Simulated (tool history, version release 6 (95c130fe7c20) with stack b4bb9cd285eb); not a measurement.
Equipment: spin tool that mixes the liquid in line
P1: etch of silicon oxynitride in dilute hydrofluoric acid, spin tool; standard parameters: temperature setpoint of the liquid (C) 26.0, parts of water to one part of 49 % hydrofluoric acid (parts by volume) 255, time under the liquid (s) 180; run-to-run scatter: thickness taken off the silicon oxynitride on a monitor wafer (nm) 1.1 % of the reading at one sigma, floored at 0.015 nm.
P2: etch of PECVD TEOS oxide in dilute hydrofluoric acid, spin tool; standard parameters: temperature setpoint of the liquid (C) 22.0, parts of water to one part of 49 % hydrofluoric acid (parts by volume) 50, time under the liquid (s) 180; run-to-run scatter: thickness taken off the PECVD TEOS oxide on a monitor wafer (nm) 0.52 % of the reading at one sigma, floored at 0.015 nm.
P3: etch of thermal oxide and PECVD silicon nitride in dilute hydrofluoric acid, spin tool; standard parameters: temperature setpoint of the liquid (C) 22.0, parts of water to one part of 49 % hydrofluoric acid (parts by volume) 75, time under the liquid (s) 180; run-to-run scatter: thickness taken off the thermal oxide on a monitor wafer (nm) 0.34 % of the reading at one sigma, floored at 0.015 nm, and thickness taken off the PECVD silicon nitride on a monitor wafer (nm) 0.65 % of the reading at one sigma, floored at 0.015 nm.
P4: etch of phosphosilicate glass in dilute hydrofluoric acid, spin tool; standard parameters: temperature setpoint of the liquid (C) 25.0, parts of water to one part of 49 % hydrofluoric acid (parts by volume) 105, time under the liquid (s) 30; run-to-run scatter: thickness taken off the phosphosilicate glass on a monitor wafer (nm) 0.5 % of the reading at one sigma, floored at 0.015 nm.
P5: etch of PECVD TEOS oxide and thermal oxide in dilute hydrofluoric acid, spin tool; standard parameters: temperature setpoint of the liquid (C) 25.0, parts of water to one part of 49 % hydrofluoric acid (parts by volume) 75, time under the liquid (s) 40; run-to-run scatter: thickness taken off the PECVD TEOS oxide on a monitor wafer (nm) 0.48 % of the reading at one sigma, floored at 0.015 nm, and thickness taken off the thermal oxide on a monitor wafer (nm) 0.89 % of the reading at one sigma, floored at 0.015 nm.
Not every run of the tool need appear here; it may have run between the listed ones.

run	hour	process that ran	temperature setpoint of the liquid (C)	parts of water to one part of 49 % hydrofluoric acid (parts by volume)	time under the liquid (s)	thickness taken off the silicon oxynitride on a monitor wafer (nm)	thickness taken off the phosphosilicate glass on a monitor wafer (nm)	thickness taken off the PECVD TEOS oxide on a monitor wafer (nm)	thickness taken off the thermal oxide on a monitor wafer (nm)	thickness taken off the PECVD silicon nitride on a monitor wafer (nm)
1	10.0	P1	26.0	255	180	2.35330				
2	18.4	P4	25.0	105	50		98.163			
3	28.3	P1	26.0	70	300	16.30900				
4	40.5	P2	30.5	50	180			59.0980		
5	48.1	P4	25.0	105	30		58.584			
6	62.9	P3	22.0	75	90				5.5302	1.8349
7	70.0	P1	26.0	130	180	5.07520				
8	80.6	P1	19.0	255	180	1.68720				
9	89.2	P1	26.0	255	180	2.30890				
10	96.7	P1	26.0	255	330	4.21570				
11	108.9	P1	26.0	255	15	0.21644				
12	116.9	P1	26.0	255	180	2.32310				
13	127.8	P1	30.5	255	180	2.77530				
14	142.2	P2	22.0	50	350			82.7210		
15	154.5	P1	26.0	405	180	1.34760				
16	165.6	P1	26.0	140	275	7.06550				
# hour 166.7: hydrofluoric acid flow meter replaced
17	177.9	P3	22.0	75	180				11.0350	3.6721
18	187.0	P1	26.0	255	180	2.28930				
19	199.0	P2	22.0	85	180			23.8030		
20	206.9	P2	22.0	50	180			42.0700		
21	220.5	P5	25.0	75	40			6.0223	2.5252	
22	230.2	P5	25.0	75	40			6.0290	2.5050	
23	242.9	P5	25.0	75	60			8.9615	3.7774	
24	252.9	P3	22.0	30	180				29.3660	8.9551
25	263.6	P2	22.0	50	180			42.3920		
26	271.3	P1	30.0	365	180	1.75170				
27	279.0	P3	26.0	75	180				13.1650	4.7629
28	290.7	P5	33.5	75	40			8.3205	3.4848	
29	304.2	P1	26.0	255	180	2.28160				
30	318.8	P4	25.0	105	30		58.935			
31	326.7	P4	25.0	40	30		166.240			
32	341.9	P4	20.0	105	30		47.379			
33	357.2	P5	25.0	20	40			24.5350	10.1330	
34	370.8	P1	26.0	255	180	2.30910				
35	380.7	P1	26.0	255	180	2.33760				
36	394.0	P1	26.0	255	180	2.42870				
37	403.1	P1	26.0	255	180	2.49940				
38	414.5	P1	26.0	255	180	2.44910				
39	428.5	P1	26.0	255	180	2.43430				
40	441.0	P1	26.0	255	180	2.45750				
41	454.9	P1	26.0	255	180	2.44150				
42	461.8	P1	26.0	255	180	2.44130				
43	475.8	P1	26.0	255	180	2.51490				

What P1 gives has crept away from where it was. These 2 causes fit the log equally well, each at the size given:
A: liquid hotter than its thermometer reads (K) = 1.78
B: hydrofluoric acid flow above the setpoint (%) = 6.46
The gradual shift began around hour 370.8.

4 check runs are offered, one wafer each, their results left as question marks. Which one tells the causes apart?
check 1	489.8	P3	22.0	75	180				?	?
check 2	489.8	P5	25.0	75	40			?	?	
check 3	489.8	P4	25.0	105	30		?			
check 4	489.8	P2	22.0	50	180			?		

What each check would give under each cause:
check	result	if A	if B
check 1	thickness taken off the thermal oxide on a monitor wafer (nm)	11.9390	11.8870
check 1	thickness taken off the PECVD silicon nitride on a monitor wafer (nm)	4.1206	3.8870
check 2	thickness taken off the PECVD TEOS oxide on a monitor wafer (nm)	6.4410	6.4273
check 2	thickness taken off the thermal oxide on a monitor wafer (nm)	2.6999	2.6941
check 3	thickness taken off the phosphosilicate glass on a monitor wafer (nm)	62.541	62.637
check 4	thickness taken off the PECVD TEOS oxide on a monitor wafer (nm)	45.4050	45.0640
Separation of the two closest causes in each check, using whichever result separates them best: check 1 5.83 %; check 2 0.21 %; check 3 0.15 %; check 4 0.76 %
Check 1 distinguishes between the causes, while the remaining checks would return nearly the same result for all of them.

With check 1 done, the readings were: thickness taken off the thermal oxide on a monitor wafer (nm) 11.8950; thickness taken off the PECVD silicon nitride on a monitor wafer (nm) 4.1419. Identify which of the listed causes applies.

It is A: liquid hotter than its thermometer reads (K).

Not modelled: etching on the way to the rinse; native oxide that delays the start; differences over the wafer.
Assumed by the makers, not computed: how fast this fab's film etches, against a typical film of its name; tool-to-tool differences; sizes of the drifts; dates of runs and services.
